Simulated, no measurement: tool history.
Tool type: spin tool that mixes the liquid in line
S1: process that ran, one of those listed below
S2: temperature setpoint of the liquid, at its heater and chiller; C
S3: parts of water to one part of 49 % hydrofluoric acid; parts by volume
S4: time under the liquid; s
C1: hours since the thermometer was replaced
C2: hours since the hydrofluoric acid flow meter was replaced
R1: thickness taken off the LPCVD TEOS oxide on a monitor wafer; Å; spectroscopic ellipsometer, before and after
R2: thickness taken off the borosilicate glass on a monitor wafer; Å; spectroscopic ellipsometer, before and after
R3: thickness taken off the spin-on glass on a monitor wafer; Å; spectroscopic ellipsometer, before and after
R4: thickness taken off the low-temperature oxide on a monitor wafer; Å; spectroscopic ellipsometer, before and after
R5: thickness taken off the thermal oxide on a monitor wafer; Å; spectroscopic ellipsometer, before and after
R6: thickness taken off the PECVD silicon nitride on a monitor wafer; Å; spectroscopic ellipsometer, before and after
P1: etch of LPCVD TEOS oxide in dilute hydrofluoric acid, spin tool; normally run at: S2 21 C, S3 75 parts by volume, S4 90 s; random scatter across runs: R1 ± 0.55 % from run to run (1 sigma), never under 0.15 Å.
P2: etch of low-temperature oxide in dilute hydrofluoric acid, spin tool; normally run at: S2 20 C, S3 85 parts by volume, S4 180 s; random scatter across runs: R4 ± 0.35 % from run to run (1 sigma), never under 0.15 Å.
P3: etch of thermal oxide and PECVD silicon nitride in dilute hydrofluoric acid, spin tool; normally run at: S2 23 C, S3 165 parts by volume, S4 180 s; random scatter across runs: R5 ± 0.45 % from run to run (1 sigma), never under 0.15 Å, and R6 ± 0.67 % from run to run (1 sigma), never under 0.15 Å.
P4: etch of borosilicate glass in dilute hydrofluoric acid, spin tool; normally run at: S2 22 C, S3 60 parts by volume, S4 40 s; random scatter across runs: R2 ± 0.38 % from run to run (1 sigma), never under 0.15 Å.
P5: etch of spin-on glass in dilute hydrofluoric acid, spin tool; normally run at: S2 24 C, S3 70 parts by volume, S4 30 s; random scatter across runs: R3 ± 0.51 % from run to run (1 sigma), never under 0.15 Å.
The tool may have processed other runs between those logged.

{"run": 1, "hour": 5.8, "S1": "P1", "S2": 21, "S3": 75, "S4": 90, "C1": 1107.5, "C2": 345.1, "R1": 287.06}
{"run": 2, "hour": 12.1, "S1": "P1", "S2": 21, "S3": 75, "S4": 15, "C1": 1113.8, "C2": 351.4, "R1": 47.976}
{"run": 3, "hour": 17.0, "S1": "P4", "S2": 22, "S3": 20, "S4": 40, "C1": 1118.7, "C2": 356.3, "R2": 650.23}
{"run": 4, "hour": 24.6, "S1": "P1", "S2": 21, "S3": 75, "S4": 90, "C1": 1126.3, "C2": 363.9, "R1": 284.32}
{"run": 5, "hour": 29.3, "S1": "P1", "S2": 17, "S3": 75, "S4": 90, "C1": 1131, "C2": 368.6, "R1": 242.24}
{"run": 6, "hour": 35.8, "S1": "P1", "S2": 21, "S3": 75, "S4": 90, "C1": 1137.5, "C2": 375.1, "R1": 288.16}
{"run": 7, "hour": 40.8, "S1": "P1", "S2": 21, "S3": 110, "S4": 90, "C1": 1142.5, "C2": 380.1, "R1": 186.36}
{"run": 8, "hour": 47.8, "S1": "P5", "S2": 17.5, "S3": 70, "S4": 30, "C1": 1149.5, "C2": 387.1, "R3": 194.59}
{"run": 9, "hour": 52.5, "S1": "P1", "S2": 26, "S3": 75, "S4": 90, "C1": 1154.2, "C2": 391.8, "R1": 350.66}
{"run": 10, "hour": 61.2, "S1": "P1", "S2": 21, "S3": 75, "S4": 90, "C1": 1162.9, "C2": 400.5, "R1": 286.35}
{"run": 11, "hour": 69.3, "S1": "P5", "S2": 24, "S3": 70, "S4": 55, "C1": 1171, "C2": 408.6, "R3": 467.11}
{"run": 12, "hour": 73.3, "S1": "P5", "S2": 24, "S3": 25, "S4": 30, "C1": 1175, "C2": 412.6, "R3": 759.14}
{"run": 13, "hour": 78.0, "S1": "P2", "S2": 20, "S3": 85, "S4": 305, "C1": 1179.7, "C2": 417.3, "R4": 423.43}
{"run": 14, "hour": 84.4, "S1": "P3", "S2": 23, "S3": 165, "S4": 180, "C1": 1186.1, "C2": 423.7, "R5": 47.698, "R6": 31.995}
{"hour": 90.8, "done": "hydrofluoric acid flow meter replaced"}
{"run": 15, "hour": 92.0, "S1": "P2", "S2": 20, "S3": 85, "S4": 180, "C1": 1193.7, "C2": 1.3, "R4": 250.18}
{"run": 16, "hour": 98.4, "S1": "P5", "S2": 24, "S3": 70, "S4": 30, "C1": 1200.1, "C2": 7.7, "R3": 254.65}
{"run": 17, "hour": 104.4, "S1": "P4", "S2": 22, "S3": 60, "S4": 40, "C1": 1206.1, "C2": 13.7, "R2": 205.11}
{"run": 18, "hour": 108.5, "S1": "P1", "S2": 21, "S3": 75, "S4": 135, "C1": 1210.2, "C2": 17.8, "R1": 434.93}
{"run": 19, "hour": 115.9, "S1": "P2", "S2": 20, "S3": 135, "S4": 180, "C1": 1217.6, "C2": 25.2, "R4": 147.63}
{"run": 20, "hour": 121.4, "S1": "P1", "S2": 21, "S3": 20, "S4": 25, "C1": 1223.1, "C2": 30.7, "R1": 318.2}
{"run": 21, "hour": 129.9, "S1": "P3", "S2": 23, "S3": 245, "S4": 180, "C1": 1231.6, "C2": 39.2, "R5": 29.366, "R6": 21.642}
{"run": 22, "hour": 135.4, "S1": "P1", "S2": 21, "S3": 25, "S4": 90, "C1": 1237.1, "C2": 44.7, "R1": 913.56}
{"run": 23, "hour": 143.3, "S1": "P4", "S2": 22, "S3": 60, "S4": 75, "C1": 1245, "C2": 52.6, "R2": 385.11}
{"run": 24, "hour": 149.4, "S1": "P1", "S2": 21, "S3": 75, "S4": 90, "C1": 1251.1, "C2": 58.7, "R1": 290.14}
{"run": 25, "hour": 156.4, "S1": "P3", "S2": 23, "S3": 165, "S4": 60, "C1": 1258.1, "C2": 65.7, "R5": 15.493, "R6": 10.569}
{"run": 26, "hour": 163.4, "S1": "P1", "S2": 21, "S3": 75, "S4": 90, "C1": 1265.1, "C2": 72.7, "R1": 285.85}
{"run": 27, "hour": 172.1, "S1": "P2", "S2": 27.5, "S3": 85, "S4": 180, "C1": 1273.8, "C2": 81.4, "R4": 337.3}
{"run": 28, "hour": 180.6, "S1": "P5", "S2": 24, "S3": 70, "S4": 30, "C1": 1282.3, "C2": 89.9, "R3": 253.8}
{"run": 29, "hour": 187.2, "S1": "P3", "S2": 19, "S3": 165, "S4": 180, "C1": 1288.9, "C2": 96.5, "R5": 40.48, "R6": 24.217}
{"run": 30, "hour": 193.4, "S1": "P4", "S2": 17, "S3": 60, "S4": 40, "C1": 1295.1, "C2": 102.7, "R2": 165.18}
{"run": 31, "hour": 200.1, "S1": "P1", "S2": 21, "S3": 75, "S4": 90, "C1": 1301.8, "C2": 109.4, "R1": 283.91}
{"run": 32, "hour": 205.7, "S1": "P1", "S2": 21, "S3": 75, "S4": 90, "C1": 1307.4, "C2": 115, "R1": 285.47}
{"run": 33, "hour": 213.9, "S1": "P1", "S2": 21, "S3": 75, "S4": 90, "C1": 1315.6, "C2": 123.2, "R1": 297.65}
{"run": 34, "hour": 218.7, "S1": "P1", "S2": 21, "S3": 75, "S4": 90, "C1": 1320.4, "C2": 128, "R1": 300.45}
{"run": 35, "hour": 225.3, "S1": "P1", "S2": 21, "S3": 75, "S4": 90, "C1": 1327, "C2": 134.6, "R1": 303.58}
{"run": 36, "hour": 229.6, "S1": "P1", "S2": 21, "S3": 75, "S4": 90, "C1": 1331.3, "C2": 138.9, "R1": 306.31}
{"run": 37, "hour": 235.8, "S1": "P1", "S2": 21, "S3": 75, "S4": 90, "C1": 1337.5, "C2": 145.1, "R1": 306.47}
{"run": 38, "hour": 242.5, "S1": "P1", "S2": 21, "S3": 75, "S4": 90, "C1": 1344.2, "C2": 151.8, "R1": 309.31}
{"run": 39, "hour": 246.8, "S1": "P1", "S2": 21, "S3": 75, "S4": 90, "C1": 1348.5, "C2": 156.1, "R1": 312.03}
{"run": 40, "hour": 255.1, "S1": "P1", "S2": 21, "S3": 75, "S4": 90, "C1": 1356.8, "C2": 164.4, "R1": 311.07}
{"run": 41, "hour": 261.1, "S1": "P1", "S2": 21, "S3": 75, "S4": 90, "C1": 1362.8, "C2": 170.4, "R1": 311}
{"run": 42, "hour": 267.2, "S1": "P1", "S2": 21, "S3": 75, "S4": 90, "C1": 1368.9, "C2": 176.5, "R1": 313.72}
{"run": 43, "hour": 272.4, "S1": "P1", "S2": 21, "S3": 75, "S4": 90, "C1": 1374.1, "C2": 181.7, "R1": 313.29}

Compared with where it was, what P1 gives has crept away. Each cause listed below fits the log as well as the rest, at the size given for it:
A: liquid hotter than its thermometer reads (K) = 2.17
B: hydrofluoric acid flow above the setpoint (%) = 8.52
The onset of the drift is placed at about hour 205.7.

4 check runs are offered, one wafer each, their results left as question marks. Which one tells the causes apart?
{"run": "check 1", "hour": 277.6, "S1": "P2", "S2": 20, "S3": 85, "S4": 180, "R4": "?"}
{"run": "check 2", "hour": 277.6, "S1": "P3", "S2": 23, "S3": 165, "S4": 180, "R5": "?", "R6": "?"}
{"run": "check 3", "hour": 277.6, "S1": "P4", "S2": 22, "S3": 60, "S4": 40, "R2": "?"}
{"run": "check 4", "hour": 277.6, "S1": "P5", "S2": 24, "S3": 70, "S4": 30, "R3": "?"}

How each check would come out, cause by cause:
check=check_1 result=R4 if_A=272.44 if_B=272.5
check=check_2 result=R5 if_A=51.249 if_B=51.972
check=check_2 result=R6 if_A=36.329 if_B=34.265
check=check_3 result=R2 if_A=224.35 if_B=223.98
check=check_4 result=R3 if_A=278.01 if_B=278.52
Per check, the gap between the least separated pair of causes, taken in the result that splits them most: check 1 0.02 %; check 2 5.85 %; check 3 0.16 %; check 4 0.18 %
Check 2 distinguishes between the causes, while the remaining checks would return nearly the same result for all of them.

After running check 2, the following was obtained: R5 51.839 Å; R6 34.447 Å. Which cause does this point to?

Of the candidate causes, it is B: hydrofluoric acid flow above the setpoint (%).
